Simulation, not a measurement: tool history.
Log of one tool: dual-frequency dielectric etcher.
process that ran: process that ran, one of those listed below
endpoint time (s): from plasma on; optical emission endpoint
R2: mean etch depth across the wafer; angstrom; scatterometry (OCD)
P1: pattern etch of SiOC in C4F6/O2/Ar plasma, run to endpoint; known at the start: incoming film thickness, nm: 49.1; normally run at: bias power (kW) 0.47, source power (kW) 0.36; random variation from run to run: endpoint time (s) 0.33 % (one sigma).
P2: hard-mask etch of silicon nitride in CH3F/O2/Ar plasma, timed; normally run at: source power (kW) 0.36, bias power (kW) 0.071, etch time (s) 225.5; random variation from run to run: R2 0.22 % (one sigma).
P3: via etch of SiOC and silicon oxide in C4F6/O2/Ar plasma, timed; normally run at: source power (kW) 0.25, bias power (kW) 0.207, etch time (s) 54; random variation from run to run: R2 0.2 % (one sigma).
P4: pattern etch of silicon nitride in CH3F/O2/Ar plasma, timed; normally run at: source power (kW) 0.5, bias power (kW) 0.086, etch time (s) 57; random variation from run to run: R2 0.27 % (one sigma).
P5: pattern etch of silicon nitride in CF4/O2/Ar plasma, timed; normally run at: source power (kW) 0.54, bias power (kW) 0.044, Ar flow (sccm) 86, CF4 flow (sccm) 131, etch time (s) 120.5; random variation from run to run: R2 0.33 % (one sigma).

run 1 hour=4.2 | process_that_ran=P1 bias_power_(kW)=0.47 source_power_(kW)=0.36 | endpoint_time_(s)=17.809
run 2 hour=8.6 | process_that_ran=P4 bias_power_(kW)=0.086 source_power_(kW)=0.5 etch_time_(s)=79 | R2=612.91
run 3 hour=14.1 | process_that_ran=P2 bias_power_(kW)=0.052 source_power_(kW)=0.36 etch_time_(s)=225.5 | R2=1296.6
run 4 hour=22.8 | process_that_ran=P1 bias_power_(kW)=0.598 source_power_(kW)=0.36 | endpoint_time_(s)=16.241
run 5 hour=31 | process_that_ran=P2 bias_power_(kW)=0.071 source_power_(kW)=0.36 etch_time_(s)=176.5 | R2=1123.3
run 6 hour=38 | process_that_ran=P2 bias_power_(kW)=0.071 source_power_(kW)=0.45 etch_time_(s)=225.5 | R2=1554.6
run 7 hour=45.7 | process_that_ran=P1 bias_power_(kW)=0.47 source_power_(kW)=0.27 | endpoint_time_(s)=19.709
run 8 hour=52.8 | process_that_ran=P4 bias_power_(kW)=0.086 source_power_(kW)=0.5 etch_time_(s)=57 | R2=440.75
run 9 hour=57.9 | process_that_ran=P1 bias_power_(kW)=0.562 source_power_(kW)=0.28 | endpoint_time_(s)=18.203
run 10 hour=66.6 | process_that_ran=P1 bias_power_(kW)=0.47 source_power_(kW)=0.36 | endpoint_time_(s)=17.764
run 11 hour=72.5 | process_that_ran=P2 bias_power_(kW)=0.071 source_power_(kW)=0.36 etch_time_(s)=225.5 | R2=1432.1
run 12 hour=77.5 | process_that_ran=P5 bias_power_(kW)=0.044 source_power_(kW)=0.43 etch_time_(s)=120.5 Ar_flow_(sccm)=86 CF4_flow_(sccm)=131 | R2=2010.2
run 13 hour=81.9 | process_that_ran=P4 bias_power_(kW)=0.086 source_power_(kW)=0.5 etch_time_(s)=57 | R2=441.42
run 14 hour=86.2 | process_that_ran=P1 bias_power_(kW)=0.291 source_power_(kW)=0.36 | endpoint_time_(s)=21.058
run 15 hour=93.4 | process_that_ran=P5 bias_power_(kW)=0.044 source_power_(kW)=0.54 etch_time_(s)=120.5 Ar_flow_(sccm)=86 CF4_flow_(sccm)=178 | R2=2527.5
run 16 hour=99.9 | process_that_ran=P5 bias_power_(kW)=0.044 source_power_(kW)=0.54 etch_time_(s)=171 Ar_flow_(sccm)=86 CF4_flow_(sccm)=131 | R2=3499.6
run 17 hour=105.8 | process_that_ran=P3 bias_power_(kW)=0.207 source_power_(kW)=0.25 etch_time_(s)=54 | R2=524.47
run 18 hour=109.9 | process_that_ran=P1 bias_power_(kW)=0.635 source_power_(kW)=0.22 | endpoint_time_(s)=19.012
run 19 hour=114.8 | process_that_ran=P1 bias_power_(kW)=0.47 source_power_(kW)=0.36 | endpoint_time_(s)=17.757
run 20 hour=123.1 | process_that_ran=P1 bias_power_(kW)=0.47 source_power_(kW)=0.36 | endpoint_time_(s)=17.816
run 21 hour=131.3 | process_that_ran=P1 bias_power_(kW)=0.47 source_power_(kW)=0.36 | endpoint_time_(s)=17.805

The next listed run, before its measurement:
run 22 hour=138.5 | process_that_ran=P5 bias_power_(kW)=0.044 source_power_(kW)=0.54 etch_time_(s)=120.5 Ar_flow_(sccm)=115 CF4_flow_(sccm)=131 | R2=?

Run 22 gave R2 2382.9 angstrom.
